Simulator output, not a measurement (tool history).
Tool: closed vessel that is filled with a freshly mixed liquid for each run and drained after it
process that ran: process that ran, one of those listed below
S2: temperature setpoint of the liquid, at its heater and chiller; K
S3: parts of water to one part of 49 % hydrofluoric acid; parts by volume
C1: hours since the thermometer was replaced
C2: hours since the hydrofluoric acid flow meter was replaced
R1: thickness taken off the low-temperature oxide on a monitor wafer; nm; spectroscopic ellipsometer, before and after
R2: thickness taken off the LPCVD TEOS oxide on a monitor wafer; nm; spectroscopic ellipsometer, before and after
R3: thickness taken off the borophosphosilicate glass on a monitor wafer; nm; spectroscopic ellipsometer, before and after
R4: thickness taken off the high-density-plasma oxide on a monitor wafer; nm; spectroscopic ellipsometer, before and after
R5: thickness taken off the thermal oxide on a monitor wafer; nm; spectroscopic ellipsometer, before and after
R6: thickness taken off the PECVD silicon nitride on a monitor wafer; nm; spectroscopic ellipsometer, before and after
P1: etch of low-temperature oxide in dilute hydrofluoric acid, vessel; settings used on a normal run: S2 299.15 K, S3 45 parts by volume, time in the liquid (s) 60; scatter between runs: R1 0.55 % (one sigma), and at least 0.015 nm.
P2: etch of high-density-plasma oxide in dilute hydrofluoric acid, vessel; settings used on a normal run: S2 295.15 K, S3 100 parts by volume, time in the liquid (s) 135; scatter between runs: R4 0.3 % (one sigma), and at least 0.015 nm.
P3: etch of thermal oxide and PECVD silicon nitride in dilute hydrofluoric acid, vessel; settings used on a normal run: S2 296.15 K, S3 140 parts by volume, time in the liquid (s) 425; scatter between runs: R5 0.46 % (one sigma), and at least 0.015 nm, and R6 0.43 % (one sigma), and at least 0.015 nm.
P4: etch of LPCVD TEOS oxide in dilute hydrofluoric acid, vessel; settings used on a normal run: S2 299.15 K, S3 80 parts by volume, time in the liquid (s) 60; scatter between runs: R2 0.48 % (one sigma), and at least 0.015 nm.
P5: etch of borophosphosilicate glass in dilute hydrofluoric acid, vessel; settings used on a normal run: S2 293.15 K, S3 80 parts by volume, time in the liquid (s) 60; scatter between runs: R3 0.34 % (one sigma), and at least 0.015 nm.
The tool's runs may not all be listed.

run 1 day=0.383 | process_that_ran=P1 S2=299.15 S3=45 time_in_the_liquid_(s)=60 | C1=1149 C2=341.4 | R1=48.163
run 2 day=0.725 | process_that_ran=P4 S2=299.15 S3=80 time_in_the_liquid_(s)=30 | C1=1157.2 C2=349.6 | R2=11.388
run 3 day=1.142 | process_that_ran=P5 S2=293.15 S3=145 time_in_the_liquid_(s)=60 | C1=1167.2 C2=359.6 | R3=15.982
run 4 day=1.525 | process_that_ran=P2 S2=290.15 S3=100 time_in_the_liquid_(s)=135 | C1=1176.4 C2=368.8 | R4=8.7983
run 5 day=1.817 | process_that_ran=P4 S2=292.15 S3=80 time_in_the_liquid_(s)=60 | C1=1183.4 C2=375.8 | R2=17.104
run 6 day=2.183 | process_that_ran=P1 S2=299.15 S3=70 time_in_the_liquid_(s)=60 | C1=1192.2 C2=384.6 | R1=30.061
run 7 day=2.558 | process_that_ran=P1 S2=299.15 S3=25 time_in_the_liquid_(s)=60 | C1=1201.2 C2=393.6 | R1=89.567
run 8 day=2.808 | process_that_ran=P1 S2=299.15 S3=45 time_in_the_liquid_(s)=95 | C1=1207.2 C2=399.6 | R1=77.153
run 9 day=3.221 | process_that_ran=P1 S2=295.65 S3=20 time_in_the_liquid_(s)=60 | C1=1217.1 C2=409.5 | R1=96.937
run 10 day=3.638 | process_that_ran=P4 S2=299.15 S3=130 time_in_the_liquid_(s)=60 | C1=1227.1 C2=419.5 | R2=13.287
run 11 day=3.825 | process_that_ran=P1 S2=299.15 S3=45 time_in_the_liquid_(s)=60 | C1=1231.6 C2=424 | R1=48.531
run 12 day=4.025 | process_that_ran=P4 S2=299.15 S3=80 time_in_the_liquid_(s)=60 | C1=1236.4 C2=428.8 | R2=22.976
run 13 day=4.404 | process_that_ran=P1 S2=299.15 S3=45 time_in_the_liquid_(s)=30 | C1=1245.5 C2=437.9 | R1=24.158
run 14 day=4.725 | process_that_ran=P1 S2=294.65 S3=45 time_in_the_liquid_(s)=60 | C1=1253.2 C2=445.6 | R1=40.535
run 15 day=4.925 | process_that_ran=P2 S2=295.15 S3=160 time_in_the_liquid_(s)=135 | C1=1258 C2=450.4 | R4=6.351
run 16 day=5.338 | process_that_ran=P3 S2=296.15 S3=140 time_in_the_liquid_(s)=425 | C1=1267.9 C2=460.3 | R5=13.442 R6=4.8104
run 17 day=5.625 | process_that_ran=P2 S2=295.15 S3=100 time_in_the_liquid_(s)=135 | C1=1274.8 C2=467.2 | R4=10.797
run 18 day=5.95 | process_that_ran=P1 S2=299.15 S3=45 time_in_the_liquid_(s)=60 | C1=1282.6 C2=475 | R1=48.142
run 19 day=6.175 | process_that_ran=P1 S2=303.65 S3=30 time_in_the_liquid_(s)=60 | C1=1288 C2=480.4 | R1=89.16
run 20 day=6.458 | process_that_ran=P1 S2=299.15 S3=45 time_in_the_liquid_(s)=60 | C1=1294.8 C2=487.2 | R1=48.227
run 21 day=6.742 | process_that_ran=P3 S2=303.65 S3=140 time_in_the_liquid_(s)=425 | C1=1301.6 C2=494 | R5=17.752 R6=7.7451
run 22 day=7.15 | process_that_ran=P1 S2=299.15 S3=45 time_in_the_liquid_(s)=60 | C1=1311.4 C2=503.8 | R1=48.414
run 23 day=7.458 | process_that_ran=P5 S2=293.15 S3=80 time_in_the_liquid_(s)=30 | C1=1318.8 C2=511.2 | R3=15.573
run 24 day=7.783 | process_that_ran=P3 S2=296.15 S3=200 time_in_the_liquid_(s)=425 | C1=1326.6 C2=519 | R5=8.7066 R6=3.4085
run 25 day=8.146 | process_that_ran=P5 S2=290.15 S3=80 time_in_the_liquid_(s)=60 | C1=1335.3 C2=527.7 | R3=27.445
run 26 day=8.4 | process_that_ran=P5 S2=293.15 S3=80 time_in_the_liquid_(s)=60 | C1=1341.4 C2=533.8 | R3=31.13
run 27 day=8.817 | process_that_ran=P1 S2=295.15 S3=45 time_in_the_liquid_(s)=85 | C1=1351.4 C2=543.8 | R1=58.405
run 28 day=9.071 | process_that_ran=P2 S2=295.15 S3=100 time_in_the_liquid_(s)=260 | C1=1357.5 C2=549.9 | R4=20.86

For run 29, what comes out?
run 29 day=9.267 | process_that_ran=P3 S2=296.15 S3=140 time_in_the_liquid_(s)=805 | C1=1362.2 C2=554.6 | R5=? R6=?

R5: 25.224 nm
R6: 9.1017 nm
